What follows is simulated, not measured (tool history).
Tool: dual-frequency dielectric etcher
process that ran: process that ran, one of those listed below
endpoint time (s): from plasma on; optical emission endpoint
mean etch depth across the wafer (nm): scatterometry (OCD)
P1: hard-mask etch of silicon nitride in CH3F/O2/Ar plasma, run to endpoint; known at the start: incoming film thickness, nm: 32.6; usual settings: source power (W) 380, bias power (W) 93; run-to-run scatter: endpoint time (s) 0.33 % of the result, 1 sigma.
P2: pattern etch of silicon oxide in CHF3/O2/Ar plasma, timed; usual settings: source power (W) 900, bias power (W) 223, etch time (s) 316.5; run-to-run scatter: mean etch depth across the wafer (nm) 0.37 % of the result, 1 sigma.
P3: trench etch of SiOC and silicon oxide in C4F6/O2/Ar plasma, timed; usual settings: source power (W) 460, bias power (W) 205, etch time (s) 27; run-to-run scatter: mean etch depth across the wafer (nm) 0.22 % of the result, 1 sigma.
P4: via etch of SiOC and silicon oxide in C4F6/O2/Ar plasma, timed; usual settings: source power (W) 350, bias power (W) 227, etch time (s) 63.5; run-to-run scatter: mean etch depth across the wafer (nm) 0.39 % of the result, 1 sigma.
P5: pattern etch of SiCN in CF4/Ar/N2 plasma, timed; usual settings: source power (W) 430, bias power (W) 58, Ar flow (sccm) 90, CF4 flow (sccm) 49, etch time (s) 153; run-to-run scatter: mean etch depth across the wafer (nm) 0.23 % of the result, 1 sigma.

| run | hour | process that ran | source power (W) | bias power (W) | Ar flow (sccm) | CF4 flow (sccm) | etch time (s) | endpoint time (s) | mean etch depth across the wafer (nm) |
|---|---|---|---|---|---|---|---|---|---|
| 1 | 12.4 | P1 | 380 | 93 |  |  |  | 43.537 |  |
| 2 | 28.4 | P5 | 430 | 58 | 90 | 66 | 153 |  | 117.71 |
| 3 | 42.7 | P1 | 280 | 93 |  |  |  | 48.975 |  |
| 4 | 54.1 | P1 | 380 | 129 |  |  |  | 38.79 |  |
| 5 | 66.4 | P1 | 470 | 68 |  |  |  | 45.032 |  |
| 6 | 85.2 | P3 | 460 | 205 |  |  | 21 |  | 46.425 |
| 7 | 98 | P2 | 900 | 223 |  |  | 316.5 |  | 777.06 |
| 8 | 109.5 | P2 | 1240 | 223 |  |  | 316.5 |  | 885.45 |
| 9 | 124.4 | P5 | 430 | 58 | 90 | 49 | 96.5 |  | 70.546 |
| 10 | 139.6 | P3 | 460 | 205 |  |  | 27 |  | 59.715 |
| 11 | 156.3 | P3 | 460 | 205 |  |  | 27 |  | 59.783 |
| 12 | 173.3 | P4 | 350 | 285 |  |  | 63.5 |  | 77.933 |
| 13 | 183.8 | P1 | 380 | 63 |  |  |  | 50.36 |  |
| 14 | 191.9 | P4 | 350 | 227 |  |  | 63.5 |  | 71.697 |
| 15 | 210.6 | P4 | 280 | 227 |  |  | 63.5 |  | 65.877 |
| 16 | 225.7 | P5 | 260 | 58 | 90 | 49 | 153 |  | 71.839 |
| 17 | 243 | P5 | 430 | 58 | 90 | 49 | 153 |  | 111.66 |
| 18 | 259.3 | P4 | 350 | 227 |  |  | 81.5 |  | 92.037 |
| 19 | 274.9 | P3 | 460 | 148 |  |  | 27 |  | 54.031 |
| 20 | 293.5 | P5 | 430 | 80 | 90 | 49 | 153 |  | 125.13 |
| 21 | 303.7 | P2 | 900 | 223 |  |  | 316.5 |  | 775.91 |
| 22 | 317.8 | P5 | 430 | 58 | 64 | 49 | 153 |  | 117.98 |
| 23 | 327.8 | P3 | 270 | 205 |  |  | 27 |  | 48.735 |
| 24 | 343.3 | P1 | 380 | 93 |  |  |  | 43.79 |  |
| 25 | 356.3 | P5 | 430 | 58 | 90 | 49 | 153 |  | 111.87 |
| 26 | 366.6 | P1 | 380 | 93 |  |  |  | 43.652 |  |
| 27 | 382.3 | P1 | 520 | 93 |  |  |  | 39.042 |  |
| 28 | 393.5 | P1 | 380 | 93 |  |  |  | 43.837 |  |
| 29 | 411.7 | P2 | 900 | 223 |  |  | 244 |  | 603.92 |
| 30 | 428 | P2 | 900 | 168 |  |  | 316.5 |  | 702.94 |
| 31 | 445.3 | P1 | 380 | 93 |  |  |  | 43.924 |  |
| 32 | 457.3 | P1 | 380 | 93 |  |  |  | 44.102 |  |
| 33 | 465.5 | P1 | 380 | 93 |  |  |  | 44.15 |  |
| 34 | 480 | P1 | 380 | 93 |  |  |  | 44.344 |  |
|  | 482.8 | wet clean of the chamber |
| 35 | 489.1 | P1 | 380 | 93 |  |  |  | 44.484 |  |
| 36 | 507.7 | P1 | 380 | 93 |  |  |  | 44.374 |  |
| 37 | 520.9 | P1 | 380 | 93 |  |  |  | 44.54 |  |
| 38 | 537.5 | P1 | 380 | 93 |  |  |  | 44.504 |  |
| 39 | 550 | P1 | 380 | 93 |  |  |  | 44.584 |  |

What P1 gives has crept away from where it was. These 2 causes fit the log equally well, each at the size given:
A: bias power that arrives under what is set, % = 4.45
B: source power that arrives under what is set, % = 4.32
The creep began at about hour 445.3.
Why every other cause is out:
chamber walls in a state that lowers the etch rate, %: serviced at hour 482.8, which brought nothing back

4 check runs are offered, one wafer each, their results left as question marks. Which one tells the causes apart?
| check 1 | 562.5 | P3 | 460 | 205 |  |  | 27 |  | ? |
| check 2 | 562.5 | P4 | 350 | 227 |  |  | 63.5 |  | ? |
| check 3 | 562.5 | P5 | 430 | 58 | 90 | 49 | 153 |  | ? |
| check 4 | 562.5 | P2 | 900 | 223 |  |  | 316.5 |  | ? |

What each check would give under each cause:
| check | result | if A | if B |
|---|---|---|---|
| check 1 | mean etch depth across the wafer (nm) | 58.793 | 58.646 |
| check 2 | mean etch depth across the wafer (nm) | 70.892 | 70.791 |
| check 3 | mean etch depth across the wafer (nm) | 109.88 | 107.37 |
| check 4 | mean etch depth across the wafer (nm) | 766.92 | 765.88 |
How far apart the two closest causes lie, in the result that separates them most: check 1 0.25 %; check 2 0.14 %; check 3 2.31 %; check 4 0.14 %
Only check 3 tells the causes apart: in the others they would give nearly the same result.

Then check 3 was run and gave: mean etch depth across the wafer (nm) 109.9. Which cause is it?

It is A: bias power that arrives under what is set, %.
